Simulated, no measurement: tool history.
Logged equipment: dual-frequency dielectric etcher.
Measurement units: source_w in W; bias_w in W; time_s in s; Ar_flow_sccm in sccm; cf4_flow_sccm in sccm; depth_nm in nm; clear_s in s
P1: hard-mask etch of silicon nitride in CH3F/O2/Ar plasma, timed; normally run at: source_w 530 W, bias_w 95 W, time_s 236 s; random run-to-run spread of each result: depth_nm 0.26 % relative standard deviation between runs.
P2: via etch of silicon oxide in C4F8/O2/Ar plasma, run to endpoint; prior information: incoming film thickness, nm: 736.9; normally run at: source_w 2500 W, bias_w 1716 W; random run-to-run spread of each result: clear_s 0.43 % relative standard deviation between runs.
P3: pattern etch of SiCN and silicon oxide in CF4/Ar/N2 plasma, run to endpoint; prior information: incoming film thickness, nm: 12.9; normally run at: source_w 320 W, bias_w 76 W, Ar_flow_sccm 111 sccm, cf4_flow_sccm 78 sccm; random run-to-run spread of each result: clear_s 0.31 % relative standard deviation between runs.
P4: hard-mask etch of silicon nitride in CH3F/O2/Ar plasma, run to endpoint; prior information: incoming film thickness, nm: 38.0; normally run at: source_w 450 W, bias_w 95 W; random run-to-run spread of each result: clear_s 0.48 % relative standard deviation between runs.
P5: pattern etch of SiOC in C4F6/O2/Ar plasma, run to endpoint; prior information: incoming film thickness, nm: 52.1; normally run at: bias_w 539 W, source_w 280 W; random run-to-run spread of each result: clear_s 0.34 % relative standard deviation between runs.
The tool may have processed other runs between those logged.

run	hour	process	source_w	bias_w	time_s	Ar_flow_sccm	cf4_flow_sccm	depth_nm	clear_s
1	7.2	P1	530	95	236			204.05	
2	13.0	P3	320	76		111	106		19.328
3	17.3	P2	2500	1009					160.020
4	22.5	P5	280	342					23.639
5	26.9	P1	530	74	330			260.08	
# hour 32.1: source power generator calibrated
6	34.9	P1	530	127	236			226.01	
7	38.8	P1	420	95	236			186.79	
8	43.9	P1	670	95	236			222.36	
9	51.3	P4	360	95					51.403
10	56.0	P2	2500	1716					141.200
11	60.6	P4	450	95					47.143
12	66.6	P4	450	120					43.244
13	73.0	P1	530	95	292			251.93	
14	79.6	P3	380	76		111	78		17.259
15	83.8	P3	320	76		147	78		20.860
16	89.6	P5	360	539					18.321
17	97.8	P1	530	76	236			187.97	
18	102.9	P5	280	539					20.143
19	110.9	P3	320	101		111	78		18.147
20	116.3	P1	330	79	236			159.83	
21	123.7	P1	530	95	236			205.02	
22	131.5	P2	2500	1716					139.680
23	137.9	P1	530	95	236			203.18	
24	142.4	P1	530	95	236			203.81	
25	147.8	P2	1470	1716					172.920
26	153.3	P3	320	76		111	78		20.149
27	158.0	P5	280	539					20.122
28	165.3	P1	530	95	130			112.71	
29	172.3	P1	530	95	236			203.89	
30	177.0	P1	530	95	236			202.28	

Run 31, settings as shown, results not yet in. Your forecast:
31	184.2	P1	530	95	236			?	

Run 31 came out at depth_nm 201.65 nm.

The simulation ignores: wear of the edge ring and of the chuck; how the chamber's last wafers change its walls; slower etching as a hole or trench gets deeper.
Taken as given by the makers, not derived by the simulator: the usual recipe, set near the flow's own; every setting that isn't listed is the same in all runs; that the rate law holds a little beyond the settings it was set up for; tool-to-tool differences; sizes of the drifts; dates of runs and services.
